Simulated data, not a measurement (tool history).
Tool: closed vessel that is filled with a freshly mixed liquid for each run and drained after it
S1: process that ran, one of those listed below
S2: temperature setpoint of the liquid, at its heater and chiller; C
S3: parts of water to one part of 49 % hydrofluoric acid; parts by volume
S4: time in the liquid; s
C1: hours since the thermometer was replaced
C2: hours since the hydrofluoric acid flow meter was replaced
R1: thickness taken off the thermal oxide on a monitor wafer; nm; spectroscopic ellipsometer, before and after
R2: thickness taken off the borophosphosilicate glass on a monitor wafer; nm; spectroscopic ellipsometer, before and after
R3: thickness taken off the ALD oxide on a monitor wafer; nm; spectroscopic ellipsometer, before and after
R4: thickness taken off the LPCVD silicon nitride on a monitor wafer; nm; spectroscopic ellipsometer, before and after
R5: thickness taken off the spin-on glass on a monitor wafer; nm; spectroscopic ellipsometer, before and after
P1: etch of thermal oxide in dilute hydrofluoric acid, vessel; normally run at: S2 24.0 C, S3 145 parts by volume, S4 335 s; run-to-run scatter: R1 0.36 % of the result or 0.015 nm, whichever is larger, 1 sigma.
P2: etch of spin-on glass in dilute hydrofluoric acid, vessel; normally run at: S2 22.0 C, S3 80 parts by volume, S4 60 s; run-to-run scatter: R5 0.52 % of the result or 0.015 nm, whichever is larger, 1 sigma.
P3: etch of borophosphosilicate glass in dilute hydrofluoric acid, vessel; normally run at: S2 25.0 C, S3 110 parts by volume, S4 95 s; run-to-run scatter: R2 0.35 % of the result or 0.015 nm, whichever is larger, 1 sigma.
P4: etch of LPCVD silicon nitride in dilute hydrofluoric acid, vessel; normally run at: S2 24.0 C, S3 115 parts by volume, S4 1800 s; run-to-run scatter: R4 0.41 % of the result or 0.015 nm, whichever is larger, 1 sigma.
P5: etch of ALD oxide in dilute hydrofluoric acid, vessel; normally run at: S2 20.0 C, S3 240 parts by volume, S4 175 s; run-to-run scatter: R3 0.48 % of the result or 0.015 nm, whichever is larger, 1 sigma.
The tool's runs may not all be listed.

| run | hour | S1 | S2 | S3 | S4 | C1 | C2 | R1 | R2 | R3 | R4 | R5 |
|---|---|---|---|---|---|---|---|---|---|---|---|---|
| 1 | 8.1 | P1 | 24.0 | 145 | 335 | 1164.0 | 377.6 | 10.41800 |  |  |  |  |
| 2 | 17.9 | P3 | 25.0 | 110 | 95 | 1173.8 | 387.4 |  | 34.685 |  |  |  |
| 3 | 26.3 | P1 | 19.5 | 145 | 110 | 1182.2 | 395.8 | 2.83710 |  |  |  |  |
| 4 | 38.1 | P1 | 24.0 | 145 | 30 | 1194.0 | 407.6 | 0.97638 |  |  |  |  |
| 5 | 46.5 | P5 | 17.0 | 240 | 175 | 1202.4 | 416.0 |  |  | 8.2428 |  |  |
| 6 | 56.2 | P4 | 24.0 | 215 | 1800 | 1212.1 | 425.7 |  |  |  | 3.5970 |  |
| 7 | 65.3 | P5 | 20.0 | 240 | 175 | 1221.2 | 434.8 |  |  | 9.1999 |  |  |
| 8 | 73.8 | P2 | 22.0 | 130 | 60 | 1229.7 | 443.3 |  |  |  |  | 10.2680 |
| 9 | 79.0 | P4 | 24.0 | 115 | 1000 | 1234.9 | 448.5 |  |  |  | 3.7604 |  |
| 10 | 88.8 | P1 | 29.0 | 55 | 335 | 1244.7 | 458.3 | 37.67700 |  |  |  |  |
| 11 | 99.6 | P1 | 24.0 | 145 | 640 | 1255.5 | 469.1 | 19.97500 |  |  |  |  |
| 12 | 107.2 | P2 | 22.0 | 80 | 60 | 1263.1 | 476.7 |  |  |  |  | 17.8000 |
| 13 | 118.7 | P3 | 25.0 | 170 | 95 | 1274.6 | 488.2 |  | 20.730 |  |  |  |
| 14 | 130.0 | P3 | 25.0 | 110 | 175 | 1285.9 | 499.5 |  | 63.688 |  |  |  |
| 15 | 138.5 | P1 | 24.0 | 145 | 335 | 1294.4 | 508.0 | 10.41800 |  |  |  |  |
| 16 | 147.1 | P2 | 22.0 | 80 | 30 | 1303.0 | 516.6 |  |  |  |  | 8.8169 |
| 17 | 154.7 | P2 | 22.0 | 80 | 60 | 1310.6 | 524.2 |  |  |  |  | 17.5450 |
| 18 | 160.9 | P1 | 24.0 | 235 | 90 | 1316.8 | 530.4 | 1.56480 |  |  |  |  |
| 19 | 166.4 | P5 | 20.0 | 240 | 175 | 1322.3 | 535.9 |  |  | 9.1867 |  |  |
| 20 | 171.6 | P1 | 20.0 | 145 | 335 | 1327.5 | 541.1 | 8.92750 |  |  |  |  |
| 21 | 179.3 | P5 | 20.0 | 420 | 175 | 1335.2 | 548.8 |  |  | 4.5504 |  |  |
| 22 | 185.4 | P3 | 25.0 | 110 | 95 | 1341.3 | 554.9 |  | 34.586 |  |  |  |
| 23 | 191.7 | P1 | 24.0 | 35 | 335 | 1347.6 | 561.2 | 49.65600 |  |  |  |  |
| 24 | 200.3 | P3 | 29.5 | 110 | 95 | 1356.2 | 569.8 |  | 40.928 |  |  |  |
| 25 | 208.1 | P2 | 17.0 | 80 | 60 | 1364.0 | 577.6 |  |  |  |  | 14.3580 |
| 26 | 218.4 | P1 | 32.0 | 145 | 335 | 1374.3 | 587.9 | 13.99000 |  |  |  |  |
| 27 | 227.5 | P1 | 24.0 | 145 | 335 | 1383.4 | 597.0 | 10.48000 |  |  |  |  |
| 28 | 237.7 | P1 | 24.0 | 145 | 335 | 1393.6 | 607.2 | 10.48300 |  |  |  |  |
| 29 | 246.2 | P4 | 24.0 | 115 | 1800 | 1402.1 | 615.7 |  |  |  | 6.6670 |  |
| 30 | 251.8 | P5 | 20.0 | 240 | 305 | 1407.7 | 621.3 |  |  | 16.1060 |  |  |
| 31 | 262.5 | P4 | 20.0 | 115 | 1800 | 1418.4 | 632.0 |  |  |  | 5.1470 |  |
| 32 | 270.2 | P1 | 24.0 | 255 | 335 | 1426.1 | 639.7 | 5.26050 |  |  |  |  |
| 33 | 279.4 | P1 | 24.0 | 145 | 335 | 1435.3 | 648.9 | 10.49500 |  |  |  |  |
| 34 | 289.9 | P1 | 24.0 | 145 | 335 | 1445.8 | 659.4 | 10.11800 |  |  |  |  |
| 35 | 295.6 | P1 | 24.0 | 145 | 335 | 1451.5 | 665.1 | 9.96690 |  |  |  |  |
| 36 | 304.6 | P1 | 24.0 | 145 | 335 | 1460.5 | 674.1 | 9.83540 |  |  |  |  |
| 37 | 311.3 | P1 | 24.0 | 145 | 335 | 1467.2 | 680.8 | 9.85180 |  |  |  |  |
| 38 | 316.9 | P1 | 24.0 | 145 | 335 | 1472.8 | 686.4 | 9.78660 |  |  |  |  |
| 39 | 326.9 | P1 | 24.0 | 145 | 335 | 1482.8 | 696.4 | 9.79370 |  |  |  |  |

What P1 gives has crept away from where it was. These 2 causes fit the log equally well, each at the size given:
A: hydrofluoric acid flow below the setpoint (%) = 5.45
B: liquid colder than its thermometer reads (K) = 1.7
The creep began at about hour 279.4.

4 check runs are offered, one wafer each, their results left as question marks. Which one tells the causes apart?
| check 1 | 336.9 | P3 | 29.0 | 110 | 95 |  |  |  | ? |  |  |  |
| check 2 | 336.9 | P2 | 22.0 | 105 | 35 |  |  |  |  |  |  | ? |
| check 3 | 336.9 | P5 | 17.0 | 240 | 300 |  |  |  |  | ? |  |  |
| check 4 | 336.9 | P4 | 24.0 | 190 | 1800 |  |  |  |  |  | ? |  |

What each check would give under each cause:
| check | result | if A | if B |
|---|---|---|---|
| check 1 | R2 | 37.762 | 37.773 |
| check 2 | R5 | 7.1802 | 7.1383 |
| check 3 | R3 | 13.1590 | 13.1730 |
| check 4 | R4 | 3.8494 | 3.6496 |
How far apart the two closest causes lie, in the result that separates them most: check 1 0.03 %; check 2 0.59 %; check 3 0.11 %; check 4 5.33 %
Only check 4 tells the causes apart: in the others they would give nearly the same result.

Then check 4 was run and gave: R4 3.8670 nm. Which cause is it?

It is A: hydrofluoric acid flow below the setpoint (%).

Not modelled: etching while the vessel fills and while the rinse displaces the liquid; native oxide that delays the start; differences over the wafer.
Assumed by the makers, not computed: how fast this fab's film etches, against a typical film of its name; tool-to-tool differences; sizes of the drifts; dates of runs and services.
